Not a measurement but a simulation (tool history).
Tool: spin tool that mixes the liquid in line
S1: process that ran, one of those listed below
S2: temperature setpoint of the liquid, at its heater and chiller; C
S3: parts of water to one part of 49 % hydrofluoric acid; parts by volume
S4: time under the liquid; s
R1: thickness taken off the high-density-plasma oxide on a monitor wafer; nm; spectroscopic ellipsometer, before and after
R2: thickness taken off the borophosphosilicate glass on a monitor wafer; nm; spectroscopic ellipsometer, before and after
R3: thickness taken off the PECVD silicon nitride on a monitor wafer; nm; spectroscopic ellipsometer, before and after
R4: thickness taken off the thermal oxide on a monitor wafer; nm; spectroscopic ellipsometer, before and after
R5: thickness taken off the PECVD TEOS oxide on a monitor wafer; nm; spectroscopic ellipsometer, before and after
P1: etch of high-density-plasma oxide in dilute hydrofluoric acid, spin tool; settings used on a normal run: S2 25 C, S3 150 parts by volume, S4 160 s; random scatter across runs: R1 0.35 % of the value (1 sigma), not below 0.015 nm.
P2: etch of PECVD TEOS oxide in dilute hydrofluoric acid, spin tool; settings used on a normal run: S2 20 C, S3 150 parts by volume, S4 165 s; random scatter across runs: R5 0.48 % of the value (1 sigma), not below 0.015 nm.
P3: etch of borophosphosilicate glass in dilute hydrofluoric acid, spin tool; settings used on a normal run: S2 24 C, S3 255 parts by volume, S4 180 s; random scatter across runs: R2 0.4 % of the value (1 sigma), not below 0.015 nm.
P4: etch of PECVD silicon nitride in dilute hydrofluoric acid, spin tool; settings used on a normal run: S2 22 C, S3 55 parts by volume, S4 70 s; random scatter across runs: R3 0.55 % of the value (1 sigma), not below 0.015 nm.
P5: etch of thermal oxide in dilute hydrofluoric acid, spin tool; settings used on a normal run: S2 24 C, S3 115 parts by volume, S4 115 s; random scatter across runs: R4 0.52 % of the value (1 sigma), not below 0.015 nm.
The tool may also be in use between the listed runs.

run,hour,S1,S2,S3,S4,R1,R2,R3,R4,R5
1,8.2,P1,25,150,160,6.713,,,,
2,20.2,P1,25,150,160,6.71,,,,
3,30.8,P3,24,255,180,,20.093,,,
4,41.9,P3,24,255,75,,8.3911,,,
5,51.1,P1,31,150,160,8.3149,,,,
6,61.8,P1,25,150,160,6.6762,,,,
7,75,P4,22,55,70,,,6.2652,,
8,83,P4,22,55,70,,,6.2134,,
9,90.1,P1,25,150,160,6.6932,,,,
10,98.1,P5,24,115,115,,,,4.9116,
11,108.1,P1,25,150,75,3.1364,,,,
12,118.4,P1,25,150,230,9.5882,,,,
13,128.7,P1,25,150,160,6.6705,,,,
14,136.6,P5,24,115,175,,,,7.4496,
15,142.8,P4,22,25,70,,,13.238,,
16,149.2,P2,24,150,165,,,,,11.933
17,162.5,P1,30.5,150,280,14.297,,,,
18,172.2,P5,24,30,115,,,,20.774,
19,183.1,P2,20,150,165,,,,,10.258
20,196.5,P4,17,55,70,,,4.3885,,
21,209.4,P1,25,75,160,14.698,,,,
22,218.3,P1,19.5,150,160,5.3745,,,,
23,231.1,P1,25,150,160,6.6673,,,,
24,240.3,P3,24,255,180,,19.964,,,
25,248.2,P5,24,115,115,,,,4.83,
26,256.1,P1,25,150,160,6.6857,,,,
27,268.3,P3,31.5,255,180,,25.835,,,
28,279.3,P1,31,150,40,2.0755,,,,
29,291.1,P5,31.5,115,115,,,,6.4429,
30,302.6,P1,25,215,160,4.3575,,,,
31,310.7,P3,24,110,180,,54.876,,,
32,320.8,P2,20,85,165,,,,,19.206
33,333,P2,20,150,15,,,,,0.92847
34,340.8,P4,22,55,15,,,1.3438,,
35,349.5,P1,25,150,160,6.6579,,,,
36,360.8,P1,25,150,160,6.4833,,,,
37,367.7,P1,25,150,160,6.4601,,,,
38,374,P1,25,150,160,6.4252,,,,
39,384.6,P1,25,150,160,6.3883,,,,
40,392,P1,25,150,160,6.3264,,,,
41,401.3,P1,25,150,160,6.3105,,,,
42,412.4,P1,25,150,160,6.3628,,,,
43,424,P1,25,150,160,6.2834,,,,
44,434.3,P1,25,150,160,6.3376,,,,
45,447.9,P1,25,150,160,6.3385,,,,

The log shows P1 creeping away from where it was. Any of the 2 causes listed here, at the size stated for it, fits the log just as well as the others:
A: hydrofluoric acid flow below the setpoint (%) = 5.03
B: liquid colder than its thermometer reads (K) = 1.6
At approximately hour 349.5, the process output began to creep.

The list below offers 4 check runs, each averaging the results of 2 wafers, and shows each result as a question mark. For which of them would the listed causes give clearly different results?
check 1,461.5,P4,17,55,25,,,?,,
check 2,461.5,P2,24,150,165,,,,,?
check 3,461.5,P3,30,180,180,,?,,,
check 4,461.5,P5,30.5,115,115,,,,?,

Expected result of each check under each candidate cause:
check,result,if A,if B
check 1,R3,1.4945,1.4016
check 2,R5,11.222,11.21
check 3,R2,35.784,36.03
check 4,R4,5.8733,5.8773
Minimum pairwise separation of causes per check, each pair taken at its best-separating result: check 1 6.42 %; check 2 0.11 %; check 3 0.69 %; check 4 0.07 %
The causes can be told apart only by check 1. The other checks would give nearly the same results under each of them.

With check 1 done, the readings were: R3 1.4158 nm. Identify which of the listed causes applies.

It was cause B: liquid colder than its thermometer reads (K).
